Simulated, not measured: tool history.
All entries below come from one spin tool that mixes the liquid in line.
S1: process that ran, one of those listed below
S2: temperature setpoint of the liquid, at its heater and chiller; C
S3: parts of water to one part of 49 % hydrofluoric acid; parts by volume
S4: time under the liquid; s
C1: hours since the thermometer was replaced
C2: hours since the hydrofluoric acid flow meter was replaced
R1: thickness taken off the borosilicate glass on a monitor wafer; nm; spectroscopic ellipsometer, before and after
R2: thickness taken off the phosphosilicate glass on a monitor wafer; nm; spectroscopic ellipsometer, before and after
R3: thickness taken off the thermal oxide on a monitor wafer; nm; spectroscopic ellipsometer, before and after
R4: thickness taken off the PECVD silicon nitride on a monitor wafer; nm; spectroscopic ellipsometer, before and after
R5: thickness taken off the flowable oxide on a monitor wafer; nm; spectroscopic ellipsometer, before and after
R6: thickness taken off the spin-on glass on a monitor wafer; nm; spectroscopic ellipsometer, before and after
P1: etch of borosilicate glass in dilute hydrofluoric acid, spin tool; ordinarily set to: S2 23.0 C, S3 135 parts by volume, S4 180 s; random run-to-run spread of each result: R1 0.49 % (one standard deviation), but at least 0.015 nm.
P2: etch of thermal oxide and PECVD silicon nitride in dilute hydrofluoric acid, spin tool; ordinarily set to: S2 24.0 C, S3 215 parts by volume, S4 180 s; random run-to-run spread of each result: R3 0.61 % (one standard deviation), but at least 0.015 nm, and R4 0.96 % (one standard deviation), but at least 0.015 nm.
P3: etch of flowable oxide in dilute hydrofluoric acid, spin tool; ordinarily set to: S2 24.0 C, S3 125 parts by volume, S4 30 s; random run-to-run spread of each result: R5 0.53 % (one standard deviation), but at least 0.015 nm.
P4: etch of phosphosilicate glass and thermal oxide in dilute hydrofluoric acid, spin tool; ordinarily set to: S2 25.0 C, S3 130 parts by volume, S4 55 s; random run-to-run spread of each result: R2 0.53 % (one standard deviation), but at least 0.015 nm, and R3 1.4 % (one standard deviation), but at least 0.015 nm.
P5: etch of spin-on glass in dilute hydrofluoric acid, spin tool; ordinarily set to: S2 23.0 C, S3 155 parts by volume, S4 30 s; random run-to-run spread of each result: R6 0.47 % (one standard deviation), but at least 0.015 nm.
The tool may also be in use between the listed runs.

run 1 day=0.279 | S1=P1 S2=23.0 S3=135 S4=180 | C1=1022.5 C2=1635.9 | R1=50.726
run 2 day=0.508 | S1=P1 S2=23.0 S3=135 S4=180 | C1=1028.0 C2=1641.4 | R1=50.701
run 3 day=0.742 | S1=P4 S2=25.0 S3=130 S4=25 | C1=1033.6 C2=1647.0 | R2=16.392 R3=0.89556
run 4 day=0.958 | S1=P2 S2=24.0 S3=215 S4=295 | C1=1038.8 C2=1652.2 | R3=5.47210 R4=3.8312
run 5 day=1.258 | S1=P1 S2=23.0 S3=45 S4=180 | C1=1046.0 C2=1659.4 | R1=169.470
run 6 day=1.408 | S1=P2 S2=24.0 S3=115 S4=180 | C1=1049.6 C2=1663.0 | R3=6.89040 R4=4.2208
run 7 day=1.642 | S1=P1 S2=23.0 S3=135 S4=350 | C1=1055.2 C2=1668.6 | R1=99.020
run 8 day=1.783 | S1=P3 S2=24.0 S3=200 S4=30 | C1=1058.6 C2=1672.0 | R5=6.1863
run 9 day=2.050 | S1=P1 S2=23.0 S3=210 S4=100 | C1=1065.0 C2=1678.4 | R1=16.734
run 10 day=2.362 | S1=P3 S2=24.0 S3=125 S4=15 | C1=1072.5 C2=1685.9 | R5=5.3805
run 11 day=2.608 | S1=P1 S2=28.5 S3=135 S4=180 | C1=1078.4 C2=1691.8 | R1=62.589
run 12 day=2.808 | S1=P1 S2=23.0 S3=205 S4=180 | C1=1083.2 C2=1696.6 | R1=30.941
run 13 day=3.012 | S1=P5 S2=17.0 S3=155 S4=30 | C1=1088.1 C2=1701.5 | R6=6.0835
run 14 day=3.204 | S1=P3 S2=20.0 S3=125 S4=30 | C1=1092.7 C2=1706.1 | R5=9.1697
run 15 day=3.429 | S1=P1 S2=23.0 S3=135 S4=180 | C1=1098.1 C2=1711.5 | R1=50.414
run 16 day=3.712 | S1=P4 S2=25.0 S3=130 S4=55 | C1=1104.9 C2=1718.3 | R2=35.933 R3=1.92250
run 17 day=4.021 | S1=P4 S2=25.0 S3=55 S4=55 | C1=1112.3 C2=1725.7 | R2=93.963 R3=5.12180
run 18 day=4.229 | S1=P5 S2=23.0 S3=270 S4=30 | C1=1117.3 C2=1730.7 | R6=3.9358
run 19 day=4.408 | S1=P1 S2=23.0 S3=135 S4=180 | C1=1121.6 C2=1735.0 | R1=50.605
run 20 day=4.558 | S1=P5 S2=23.0 S3=155 S4=30 | C1=1125.2 C2=1738.6 | R6=7.7354
run 21 day=4.875 | S1=P2 S2=24.0 S3=215 S4=180 | C1=1132.8 C2=1746.2 | R3=3.28950 R4=2.3232
run 22 day=5.138 | S1=P5 S2=23.0 S3=155 S4=30 | C1=1139.1 C2=1752.5 | R6=7.7106
run 23 day=5.342 | S1=P4 S2=29.0 S3=130 S4=55 | C1=1144.0 C2=1757.4 | R2=41.802 R3=2.20590
run 24 day=5.625 | S1=P3 S2=24.0 S3=125 S4=30 | C1=1150.8 C2=1764.2 | R5=10.7830
run 25 day=5.883 | S1=P2 S2=17.0 S3=215 S4=180 | C1=1157.0 C2=1770.4 | R3=2.55380 R4=1.4690
run 26 day=6.050 | S1=P1 S2=23.0 S3=135 S4=180 | C1=1161.0 C2=1774.4 | R1=50.375
run 27 day=6.317 | S1=P1 S2=23.0 S3=245 S4=95 | C1=1167.4 C2=1780.8 | R1=13.065
run 28 day=6.458 | S1=P1 S2=23.0 S3=135 S4=180 | C1=1170.8 C2=1784.2 | R1=50.868
run 29 day=6.654 | S1=P1 S2=19.0 S3=135 S4=180 | C1=1175.5 C2=1788.9 | R1=43.292
run 30 day=6.888 | S1=P5 S2=23.0 S3=155 S4=60 | C1=1181.1 C2=1794.5 | R6=15.4590
run 31 day=7.067 | S1=P1 S2=23.0 S3=135 S4=80 | C1=1185.4 C2=1798.8 | R1=22.480
run 32 day=7.371 | S1=P1 S2=23.0 S3=135 S4=180 | C1=1192.7 C2=1806.1 | R1=50.461
run 33 day=7.600 | S1=P1 S2=23.0 S3=135 S4=180 | C1=1198.2 C2=1811.6 | R1=50.577
run 34 day=7.746 | S1=P1 S2=23.0 S3=135 S4=180 | C1=1201.7 C2=1815.1 | R1=50.482
run 35 day=7.954 | S1=P1 S2=23.0 S3=135 S4=180 | C1=1206.7 C2=1820.1 | R1=49.012
run 36 day=8.242 | S1=P1 S2=23.0 S3=135 S4=180 | C1=1213.6 C2=1827.0 | R1=47.992
run 37 day=8.533 | S1=P1 S2=23.0 S3=135 S4=180 | C1=1220.6 C2=1834.0 | R1=47.330
run 38 day=8.708 | S1=P1 S2=23.0 S3=135 S4=180 | C1=1224.8 C2=1838.2 | R1=47.305
run 39 day=8.971 | S1=P1 S2=23.0 S3=135 S4=180 | C1=1231.1 C2=1844.5 | R1=46.900
run 40 day=9.162 | S1=P1 S2=23.0 S3=135 S4=180 | C1=1235.7 C2=1849.1 | R1=46.926
run 41 day=9.346 | S1=P1 S2=23.0 S3=135 S4=180 | C1=1240.1 C2=1853.5 | R1=46.530
run 42 day=9.529 | S1=P1 S2=23.0 S3=135 S4=180 | C1=1244.5 C2=1857.9 | R1=46.405
run 43 day=9.817 | S1=P1 S2=23.0 S3=135 S4=180 | C1=1251.4 C2=1864.8 | R1=46.604
run 44 day=10.112 | S1=P1 S2=23.0 S3=135 S4=180 | C1=1258.5 C2=1871.9 | R1=46.681

What P1 gives has crept away from where it was. These 2 causes fit the log equally well, each at the size given:
A: hydrofluoric acid flow below the setpoint (%) = 7.39
B: liquid colder than its thermometer reads (K) = 2.26
Creep in the process output first set in at about day 7.600.

Consider the 4 check runs below, whose results appear as question marks and each of which averages 2 wafers. Which one distinguishes the causes, in that each cause would give it a clearly different result?
run check 1 day=10.408 | S1=P5 S2=23.0 S3=155 S4=30 | R6=?
run check 2 day=10.408 | S1=P2 S2=24.0 S3=215 S4=180 | R3=? R4=?
run check 3 day=10.408 | S1=P4 S2=25.0 S3=130 S4=55 | R2=? R3=?
run check 4 day=10.408 | S1=P3 S2=24.0 S3=125 S4=30 | R5=?

If the cause were each of the candidates in turn, the checks would give the following:
check=check_1 result=R6 if_A=7.0604 if_B=7.0775
check=check_2 result=R3 if_A=3.01480 if_B=3.04810
check=check_2 result=R4 if_A=2.1448 if_B=2.0046
check=check_3 result=R2 if_A=32.872 if_B=32.918
check=check_3 result=R3 if_A=1.77700 if_B=1.77950
check=check_4 result=R5 if_A=9.8636 if_B=9.8593
Per-check spread between the two closest causes, in the result where they differ most: check 1 0.24 %; check 2 6.76 %; check 3 0.14 %; check 4 0.04 %
The causes can be told apart only by check 2. The other checks would give nearly the same results under each of them.

With check 2 done, the readings were: R3 3.00980 nm; R4 2.1578 nm. Identify which of the listed causes applies.

It is A: hydrofluoric acid flow below the setpoint (%).
